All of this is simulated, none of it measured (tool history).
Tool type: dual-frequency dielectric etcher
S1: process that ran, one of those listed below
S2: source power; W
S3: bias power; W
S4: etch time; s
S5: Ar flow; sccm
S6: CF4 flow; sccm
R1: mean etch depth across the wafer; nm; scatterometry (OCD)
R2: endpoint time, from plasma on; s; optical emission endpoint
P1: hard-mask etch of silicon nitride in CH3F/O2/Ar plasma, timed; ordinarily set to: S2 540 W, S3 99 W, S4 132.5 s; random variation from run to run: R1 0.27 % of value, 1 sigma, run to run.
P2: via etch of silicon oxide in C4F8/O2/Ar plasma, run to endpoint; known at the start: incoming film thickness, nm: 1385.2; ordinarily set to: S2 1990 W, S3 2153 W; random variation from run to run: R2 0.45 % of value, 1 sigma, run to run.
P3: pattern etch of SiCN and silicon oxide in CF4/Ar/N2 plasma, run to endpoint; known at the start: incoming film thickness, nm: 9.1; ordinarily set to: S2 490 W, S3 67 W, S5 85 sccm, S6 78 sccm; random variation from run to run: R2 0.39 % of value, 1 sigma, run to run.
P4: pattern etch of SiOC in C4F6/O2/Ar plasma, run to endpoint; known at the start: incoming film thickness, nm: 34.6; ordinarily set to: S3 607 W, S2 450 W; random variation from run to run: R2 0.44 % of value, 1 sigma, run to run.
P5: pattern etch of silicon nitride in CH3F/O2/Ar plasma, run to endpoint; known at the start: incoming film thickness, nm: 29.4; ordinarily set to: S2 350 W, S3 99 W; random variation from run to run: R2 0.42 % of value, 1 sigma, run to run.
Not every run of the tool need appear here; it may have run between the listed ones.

run   hour  S1    S2    S3     S4   S5  S6      R1      R2
  1   11.6  P1   540    99  132.5           114.79
  2   17.8  P1   540    99  132.5           115.01
  3   24.2  P2  1990  2153                          263.34
  4   32.4  P4   450   452                          11.539
  5   38.4  P1   540    99  132.5           114.97
  6   46.7  P3   490    67          85  60          10.132
  7   59.1  P2  1990  2662                          245.73
  8   67.3  P5   440    99                          36.401
  9   76.3  P1   660    99    170            159.3
 10   88.4  P1   690    99  132.5           125.88
 11   98.6  P1   350    99  132.5           97.414
 12  106.1  P2  1490  2153                          299.25
 13  116.2  P3   490    80          85  78          9.1211
 14  124.7  P1   540    60  132.5           97.242
 15  134.9  P3   360    67          85  78          12.809
 16  140.6  P1   700   129  132.5           139.06
 17  150.9  P5   350    99                          39.681
 18  159.6  P4   450   607                          10.329
 19  171.6  P1   540    99    186           160.64
 20    183  P5   350    60                          47.202
 21    190  P1   540    99  132.5           114.13
 22  196.9  P4   450   607                           10.38
 23  205.3  P1   540    99  132.5           114.95
 24  211.3  P3   490    67          85  78          9.7503
 25  223.1  P2  1990  2153                          265.36
 26  234.9  P1   540   136  132.5           129.63
 27  245.8  P4   580   607                          9.4077
 28  253.6  P3   490    67         109  78          10.149
 29  264.2  P1   540    99  132.5           115.18
 30  275.9  P1   540    99     94           81.377
 31    288  P1   540    99  132.5           114.45
 32  300.5  P1   540    99  132.5           113.66
 33  306.4  P1   540    99  132.5           113.16
 34  316.1  P1   540    99  132.5           113.58
     326.6  -- wet clean of the chamber
 35  327.4  P1   540    99  132.5           113.58
 36  339.5  P1   540    99  132.5           113.14
 37    349  P1   540    99  132.5           112.72
 38  356.1  P1   540    99  132.5           113.01

The log shows P1 creeping away from where it was. Any of the 2 causes listed here, at the size stated for it, fits the log just as well as the others:
A: source power that arrives under what is set, % = 3.88
B: bias power that arrives under what is set, % = 4.05
The gradual shift began around hour 288.
The rest of the possible causes, and what rules out each one:
chamber walls in a state that lowers the etch rate, %: serviced at hour 326.6, after the drift had started, without restoring the earlier output

Which of the check runs below tells the causes apart, meaning the causes would give it clearly different results? Each run uses 2 wafers whose results are averaged, and each result is shown as a question mark.
check 1  363.2  P5   350    99                   ?
check 2  363.2  P2  1990  2153                   ?
check 3  363.2  P3   490    67      85  78       ?
check 4  363.2  P4   450   607                   ?

Outcome of each check run for each possible cause:
  check  result    if A    if B
check 1      R2  40.417  40.438
check 2      R2  268.97  267.95
check 3      R2  10.101  9.8792
check 4      R2  10.475  10.488
Per check, the gap between the least separated pair of causes, taken in the result that splits them most: check 1 0.05 %; check 2 0.38 %; check 3 2.22 %; check 4 0.12 %
The causes can be told apart only by check 3. The other checks would give nearly the same results under each of them.

With check 3 done, the readings were: R2 9.8439 s. Identify which of the listed causes applies.

The cause is B: bias power that arrives under what is set, %.

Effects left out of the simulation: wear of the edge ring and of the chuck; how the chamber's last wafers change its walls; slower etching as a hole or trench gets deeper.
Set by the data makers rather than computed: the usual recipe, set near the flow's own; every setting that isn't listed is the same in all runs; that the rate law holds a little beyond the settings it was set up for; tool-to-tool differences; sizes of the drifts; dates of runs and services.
